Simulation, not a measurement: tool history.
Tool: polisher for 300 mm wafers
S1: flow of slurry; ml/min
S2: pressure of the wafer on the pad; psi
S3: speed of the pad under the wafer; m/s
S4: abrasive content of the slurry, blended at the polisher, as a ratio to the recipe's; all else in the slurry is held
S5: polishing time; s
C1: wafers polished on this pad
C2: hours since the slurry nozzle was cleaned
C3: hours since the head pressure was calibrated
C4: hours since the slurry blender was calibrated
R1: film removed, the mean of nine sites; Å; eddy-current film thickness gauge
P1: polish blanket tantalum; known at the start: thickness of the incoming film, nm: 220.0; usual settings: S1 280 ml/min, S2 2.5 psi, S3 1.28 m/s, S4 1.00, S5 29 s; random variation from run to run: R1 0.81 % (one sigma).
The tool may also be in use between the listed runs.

{"run": 1, "hour": 9.9, "S1": 280, "S2": 2.5, "S3": 1.28, "S4": 1.0, "S5": 29, "C1": 979, "C2": 134.0, "C3": 507.8, "C4": 102.0, "R1": 704.99}
{"run": 2, "hour": 18.3, "S1": 280, "S2": 2.5, "S3": 0.58, "S4": 1.0, "S5": 29, "C1": 1081, "C2": 142.4, "C3": 516.2, "C4": 110.4, "R1": 315.58}
{"run": 3, "hour": 25.5, "S1": 415, "S2": 2.5, "S3": 1.28, "S4": 1.0, "S5": 29, "C1": 1169, "C2": 149.6, "C3": 523.4, "C4": 117.6, "R1": 708.14}
{"hour": 28.6, "done": "worn pad replaced by a new one"}
{"run": 4, "hour": 36.9, "S1": 280, "S2": 3.6, "S3": 1.28, "S4": 1.0, "S5": 29, "C1": 102, "C2": 161.0, "C3": 534.8, "C4": 129.0, "R1": 994.04}
{"run": 5, "hour": 49.0, "S1": 280, "S2": 1.5, "S3": 1.28, "S4": 1.0, "S5": 29, "C1": 249, "C2": 173.1, "C3": 546.9, "C4": 141.1, "R1": 420.64}
{"run": 6, "hour": 56.6, "S1": 210, "S2": 2.5, "S3": 1.28, "S4": 1.0, "S5": 29, "C1": 341, "C2": 180.7, "C3": 554.5, "C4": 148.7, "R1": 669.83}
{"run": 7, "hour": 71.1, "S1": 280, "S2": 2.5, "S3": 1.28, "S4": 1.0, "S5": 29, "C1": 518, "C2": 195.2, "C3": 569.0, "C4": 163.2, "R1": 681.74}
{"run": 8, "hour": 79.1, "S1": 410, "S2": 2.5, "S3": 1.28, "S4": 0.65, "S5": 29, "C1": 615, "C2": 203.2, "C3": 577.0, "C4": 171.2, "R1": 618.75}
{"run": 9, "hour": 92.5, "S1": 280, "S2": 2.5, "S3": 1.28, "S4": 1.0, "S5": 39, "C1": 778, "C2": 216.6, "C3": 590.4, "C4": 184.6, "R1": 918.37}
{"run": 10, "hour": 99.3, "S1": 280, "S2": 2.5, "S3": 2.0, "S4": 1.0, "S5": 29, "C1": 861, "C2": 223.4, "C3": 597.2, "C4": 191.4, "R1": 1091.8}
{"run": 11, "hour": 106.2, "S1": 280, "S2": 2.5, "S3": 1.28, "S4": 1.0, "S5": 13, "C1": 945, "C2": 230.3, "C3": 604.1, "C4": 198.3, "R1": 312.19}
{"run": 12, "hour": 114.7, "S1": 280, "S2": 2.5, "S3": 1.28, "S4": 1.0, "S5": 29, "C1": 1048, "C2": 238.8, "C3": 612.6, "C4": 206.8, "R1": 695.28}
{"run": 13, "hour": 129.0, "S1": 280, "S2": 2.5, "S3": 1.28, "S4": 1.0, "S5": 29, "C1": 1222, "C2": 253.1, "C3": 626.9, "C4": 221.1, "R1": 690.42}
{"run": 14, "hour": 142.1, "S1": 280, "S2": 2.5, "S3": 1.28, "S4": 1.0, "S5": 29, "C1": 1381, "C2": 266.2, "C3": 640.0, "C4": 234.2, "R1": 694.34}
{"run": 15, "hour": 153.8, "S1": 280, "S2": 1.8, "S3": 1.62, "S4": 1.0, "S5": 29, "C1": 1524, "C2": 277.9, "C3": 651.7, "C4": 245.9, "R1": 635.03}
{"run": 16, "hour": 160.2, "S1": 170, "S2": 2.5, "S3": 1.28, "S4": 0.55, "S5": 29, "C1": 1601, "C2": 284.3, "C3": 658.1, "C4": 252.3, "R1": 524.14}
{"run": 17, "hour": 170.8, "S1": 280, "S2": 2.5, "S3": 1.28, "S4": 0.6, "S5": 29, "C1": 1730, "C2": 294.9, "C3": 668.7, "C4": 262.9, "R1": 579.38}
{"run": 18, "hour": 180.7, "S1": 280, "S2": 2.5, "S3": 1.28, "S4": 1.35, "S5": 29, "C1": 1851, "C2": 304.8, "C3": 678.6, "C4": 272.8, "R1": 750.21}
{"run": 19, "hour": 193.6, "S1": 280, "S2": 2.5, "S3": 1.28, "S4": 1.0, "S5": 29, "C1": 2008, "C2": 317.7, "C3": 691.5, "C4": 285.7, "R1": 687.29}
{"run": 20, "hour": 203.0, "S1": 280, "S2": 2.5, "S3": 1.28, "S4": 1.0, "S5": 29, "C1": 2122, "C2": 327.1, "C3": 700.9, "C4": 295.1, "R1": 687.07}
{"run": 21, "hour": 209.7, "S1": 280, "S2": 2.5, "S3": 1.28, "S4": 1.0, "S5": 29, "C1": 2204, "C2": 333.8, "C3": 707.6, "C4": 301.8, "R1": 665.25}
{"run": 22, "hour": 218.3, "S1": 280, "S2": 2.5, "S3": 1.28, "S4": 1.0, "S5": 29, "C1": 2308, "C2": 342.4, "C3": 716.2, "C4": 310.4, "R1": 645.99}
{"run": 23, "hour": 230.0, "S1": 280, "S2": 2.5, "S3": 1.28, "S4": 1.0, "S5": 29, "C1": 2451, "C2": 354.1, "C3": 727.9, "C4": 322.1, "R1": 639.47}
{"hour": 233.9, "done": "worn pad replaced by a new one"}
{"run": 24, "hour": 238.6, "S1": 280, "S2": 2.5, "S3": 1.28, "S4": 1.0, "S5": 29, "C1": 57, "C2": 362.7, "C3": 736.5, "C4": 330.7, "R1": 648.12}
{"hour": 240.9, "done": "slurry nozzle cleaned"}
{"run": 25, "hour": 250.0, "S1": 280, "S2": 2.5, "S3": 1.28, "S4": 1.0, "S5": 29, "C1": 196, "C2": 9.2, "C3": 747.9, "C4": 342.1, "R1": 636.01}
{"run": 26, "hour": 258.5, "S1": 280, "S2": 2.5, "S3": 1.28, "S4": 1.0, "S5": 29, "C1": 299, "C2": 17.7, "C3": 756.4, "C4": 350.6, "R1": 637.04}
{"run": 27, "hour": 270.7, "S1": 280, "S2": 2.5, "S3": 1.28, "S4": 1.0, "S5": 29, "C1": 448, "C2": 29.9, "C3": 768.6, "C4": 362.8, "R1": 635.92}

Forecast run 28:
{"run": 28, "hour": 281.5, "S1": 280, "S2": 2.5, "S3": 1.28, "S4": 1.0, "S5": 29, "C1": 579, "C2": 40.7, "C3": 779.4, "C4": 373.6, "R1": "?"}

Run 28 gave R1 634.14 Å.
